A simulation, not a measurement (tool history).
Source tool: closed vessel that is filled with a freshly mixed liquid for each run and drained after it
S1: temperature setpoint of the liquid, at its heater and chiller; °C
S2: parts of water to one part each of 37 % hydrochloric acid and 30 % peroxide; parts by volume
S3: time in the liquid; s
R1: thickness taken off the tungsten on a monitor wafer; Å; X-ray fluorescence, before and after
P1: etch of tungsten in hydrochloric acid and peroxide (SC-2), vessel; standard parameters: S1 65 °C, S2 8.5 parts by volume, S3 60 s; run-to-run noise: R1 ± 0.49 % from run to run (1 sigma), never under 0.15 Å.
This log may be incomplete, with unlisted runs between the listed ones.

run,hour,S1,S2,S3,R1
1,2.7,65,8.5,60,399.13
2,6.1,65,8.5,60,395.62
3,9.4,65,8.5,60,399.17
4,11.7,52,8.5,110,319.74
5,15.9,65,14.5,60,253.17
6,18.7,65,8.5,60,395.83
7,21,65,4,60,688.92
8,25.4,65,8.5,115,760.97
# hour 27.1: new drum of peroxide connected
9,28.9,51.5,8.5,60,167.2
10,32.6,65,8.5,60,396.34
11,36.7,72,8.5,60,602.42
12,38.8,65,8.5,30,198.69

Expected results for the next run?
13,41.9,65,8.5,60,?

{"run 13": {"R1": 397.93}}
